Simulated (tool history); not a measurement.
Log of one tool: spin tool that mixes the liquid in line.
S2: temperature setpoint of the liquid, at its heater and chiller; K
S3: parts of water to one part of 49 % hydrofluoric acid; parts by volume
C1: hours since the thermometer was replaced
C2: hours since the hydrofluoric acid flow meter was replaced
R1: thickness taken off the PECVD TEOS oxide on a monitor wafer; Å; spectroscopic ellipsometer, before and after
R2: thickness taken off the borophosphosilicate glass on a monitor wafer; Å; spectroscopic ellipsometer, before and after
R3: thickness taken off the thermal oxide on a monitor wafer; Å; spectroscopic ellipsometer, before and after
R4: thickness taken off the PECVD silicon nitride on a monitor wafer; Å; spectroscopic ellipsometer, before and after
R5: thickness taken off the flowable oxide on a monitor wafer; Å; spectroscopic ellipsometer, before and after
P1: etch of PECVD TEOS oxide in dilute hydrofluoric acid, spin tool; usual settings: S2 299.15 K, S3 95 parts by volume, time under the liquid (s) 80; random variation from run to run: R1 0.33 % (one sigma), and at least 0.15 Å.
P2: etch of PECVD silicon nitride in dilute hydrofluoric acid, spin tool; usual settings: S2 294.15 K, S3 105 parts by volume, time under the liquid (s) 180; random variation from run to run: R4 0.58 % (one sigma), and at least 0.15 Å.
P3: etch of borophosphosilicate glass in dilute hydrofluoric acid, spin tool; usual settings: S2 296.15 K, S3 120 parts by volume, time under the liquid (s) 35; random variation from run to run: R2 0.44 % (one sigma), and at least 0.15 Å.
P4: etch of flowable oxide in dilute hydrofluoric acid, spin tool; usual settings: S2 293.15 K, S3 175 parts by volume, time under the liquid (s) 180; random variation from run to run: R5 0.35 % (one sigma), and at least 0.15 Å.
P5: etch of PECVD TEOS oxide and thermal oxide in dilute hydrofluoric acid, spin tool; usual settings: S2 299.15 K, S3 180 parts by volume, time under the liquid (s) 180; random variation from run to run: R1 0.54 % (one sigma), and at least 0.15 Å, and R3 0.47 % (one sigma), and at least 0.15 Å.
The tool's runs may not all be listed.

{"run": 1, "hour": 12.6, "process that ran": "P1", "S2": 299.15, "S3": 95, "time under the liquid (s)": 80, "C1": 825.5, "C2": 622.1, "R1": 137.51}
{"run": 2, "hour": 25.4, "process that ran": "P3", "S2": 296.15, "S3": 120, "time under the liquid (s)": 35, "C1": 838.3, "C2": 634.9, "R2": 141.05}
{"run": 3, "hour": 36.4, "process that ran": "P5", "S2": 299.15, "S3": 180, "time under the liquid (s)": 350, "C1": 849.3, "C2": 645.9, "R1": 209.58, "R3": 88.097}
{"run": 4, "hour": 44.4, "process that ran": "P2", "S2": 301.65, "S3": 105, "time under the liquid (s)": 180, "C1": 857.3, "C2": 653.9, "R4": 65.397}
{"run": 5, "hour": 51.8, "process that ran": "P3", "S2": 296.15, "S3": 120, "time under the liquid (s)": 55, "C1": 864.7, "C2": 661.3, "R2": 222.02}
{"run": 6, "hour": 64.2, "process that ran": "P5", "S2": 290.65, "S3": 180, "time under the liquid (s)": 180, "C1": 877.1, "C2": 673.7, "R1": 77.47, "R3": 32.438}
{"run": 7, "hour": 74.5, "process that ran": "P1", "S2": 305.15, "S3": 95, "time under the liquid (s)": 80, "C1": 887.4, "C2": 684.0, "R1": 172.39}
{"run": 8, "hour": 81.6, "process that ran": "P4", "S2": 293.15, "S3": 175, "time under the liquid (s)": 180, "C1": 894.5, "C2": 691.1, "R5": 199.33}
{"run": 9, "hour": 93.0, "process that ran": "P1", "S2": 299.15, "S3": 95, "time under the liquid (s)": 80, "C1": 905.9, "C2": 702.5, "R1": 138.3}
{"run": 10, "hour": 104.4, "process that ran": "P2", "S2": 294.15, "S3": 105, "time under the liquid (s)": 180, "C1": 917.3, "C2": 713.9, "R4": 39.678}
{"run": 11, "hour": 112.0, "process that ran": "P2", "S2": 294.15, "S3": 105, "time under the liquid (s)": 335, "C1": 924.9, "C2": 721.5, "R4": 74.504}
{"run": 12, "hour": 119.6, "process that ran": "P2", "S2": 294.15, "S3": 175, "time under the liquid (s)": 180, "C1": 932.5, "C2": 729.1, "R4": 23.854}
{"run": 13, "hour": 130.5, "process that ran": "P1", "S2": 299.15, "S3": 25, "time under the liquid (s)": 80, "C1": 943.4, "C2": 740.0, "R1": 573.36}
{"run": 14, "hour": 139.1, "process that ran": "P1", "S2": 305.65, "S3": 95, "time under the liquid (s)": 130, "C1": 952.0, "C2": 748.6, "R1": 285.92}
{"run": 15, "hour": 144.7, "process that ran": "P1", "S2": 299.15, "S3": 95, "time under the liquid (s)": 80, "C1": 957.6, "C2": 754.2, "R1": 137.37}
{"run": 16, "hour": 152.7, "process that ran": "P1", "S2": 292.65, "S3": 95, "time under the liquid (s)": 80, "C1": 965.6, "C2": 762.2, "R1": 106.42}
{"run": 17, "hour": 163.1, "process that ran": "P1", "S2": 299.15, "S3": 165, "time under the liquid (s)": 80, "C1": 976.0, "C2": 772.6, "R1": 72.767}
{"run": 18, "hour": 172.0, "process that ran": "P1", "S2": 299.15, "S3": 95, "time under the liquid (s)": 145, "C1": 984.9, "C2": 781.5, "R1": 248.24}
{"run": 19, "hour": 184.8, "process that ran": "P5", "S2": 299.15, "S3": 90, "time under the liquid (s)": 180, "C1": 997.7, "C2": 794.3, "R1": 239.05, "R3": 100.96}
{"run": 20, "hour": 196.5, "process that ran": "P4", "S2": 293.15, "S3": 175, "time under the liquid (s)": 360, "C1": 1009.4, "C2": 806.0, "R5": 399.33}
{"run": 21, "hour": 207.1, "process that ran": "P1", "S2": 299.15, "S3": 95, "time under the liquid (s)": 15, "C1": 1020.0, "C2": 816.6, "R1": 25.906}
{"run": 22, "hour": 217.6, "process that ran": "P2", "S2": 294.15, "S3": 105, "time under the liquid (s)": 180, "C1": 1030.5, "C2": 827.1, "R4": 39.655}
{"run": 23, "hour": 227.1, "process that ran": "P3", "S2": 291.15, "S3": 120, "time under the liquid (s)": 35, "C1": 1040.0, "C2": 836.6, "R2": 116.11}
{"run": 24, "hour": 239.0, "process that ran": "P1", "S2": 299.15, "S3": 95, "time under the liquid (s)": 80, "C1": 1051.9, "C2": 848.5, "R1": 137.44}
{"run": 25, "hour": 245.4, "process that ran": "P5", "S2": 299.15, "S3": 180, "time under the liquid (s)": 180, "C1": 1058.3, "C2": 854.9, "R1": 107.33, "R3": 44.807}
{"hour": 248.1, "done": "hydrofluoric acid flow meter replaced"}
{"run": 26, "hour": 252.9, "process that ran": "P1", "S2": 299.15, "S3": 95, "time under the liquid (s)": 80, "C1": 1065.8, "C2": 4.9, "R1": 136.67}
{"run": 27, "hour": 259.4, "process that ran": "P4", "S2": 290.15, "S3": 175, "time under the liquid (s)": 180, "C1": 1072.3, "C2": 11.4, "R5": 175.8}
{"run": 28, "hour": 271.2, "process that ran": "P1", "S2": 299.15, "S3": 95, "time under the liquid (s)": 80, "C1": 1084.1, "C2": 23.2, "R1": 138.25}
{"run": 29, "hour": 278.2, "process that ran": "P5", "S2": 299.15, "S3": 180, "time under the liquid (s)": 180, "C1": 1091.1, "C2": 30.2, "R1": 108.06, "R3": 45.066}
{"run": 30, "hour": 287.5, "process that ran": "P3", "S2": 296.15, "S3": 120, "time under the liquid (s)": 35, "C1": 1100.4, "C2": 39.5, "R2": 140.71}
{"run": 31, "hour": 296.4, "process that ran": "P4", "S2": 293.15, "S3": 45, "time under the liquid (s)": 180, "C1": 1109.3, "C2": 48.4, "R5": 891.87}
{"run": 32, "hour": 304.0, "process that ran": "P3", "S2": 296.15, "S3": 55, "time under the liquid (s)": 35, "C1": 1116.9, "C2": 56.0, "R2": 333.58}
{"run": 33, "hour": 310.3, "process that ran": "P1", "S2": 299.15, "S3": 95, "time under the liquid (s)": 80, "C1": 1123.2, "C2": 62.3, "R1": 137.9}
{"run": 34, "hour": 320.1, "process that ran": "P1", "S2": 299.15, "S3": 95, "time under the liquid (s)": 80, "C1": 1133.0, "C2": 72.1, "R1": 142.07}
{"run": 35, "hour": 327.1, "process that ran": "P1", "S2": 299.15, "S3": 95, "time under the liquid (s)": 80, "C1": 1140.0, "C2": 79.1, "R1": 144.75}
{"run": 36, "hour": 334.8, "process that ran": "P1", "S2": 299.15, "S3": 95, "time under the liquid (s)": 80, "C1": 1147.7, "C2": 86.8, "R1": 145.24}
{"run": 37, "hour": 343.6, "process that ran": "P1", "S2": 299.15, "S3": 95, "time under the liquid (s)": 80, "C1": 1156.5, "C2": 95.6, "R1": 147.82}
{"run": 38, "hour": 352.6, "process that ran": "P1", "S2": 299.15, "S3": 95, "time under the liquid (s)": 80, "C1": 1165.5, "C2": 104.6, "R1": 148.15}
{"run": 39, "hour": 362.1, "process that ran": "P1", "S2": 299.15, "S3": 95, "time under the liquid (s)": 80, "C1": 1175.0, "C2": 114.1, "R1": 148.82}
{"run": 40, "hour": 373.7, "process that ran": "P1", "S2": 299.15, "S3": 95, "time under the liquid (s)": 80, "C1": 1186.6, "C2": 125.7, "R1": 149.4}

The next listed run, before its measurement:
{"run": 41, "hour": 380.9, "process that ran": "P1", "S2": 299.15, "S3": 95, "time under the liquid (s)": 80, "C1": 1193.8, "C2": 132.9, "R1": "?"}

{"run 41": {"R1": 149.42}}
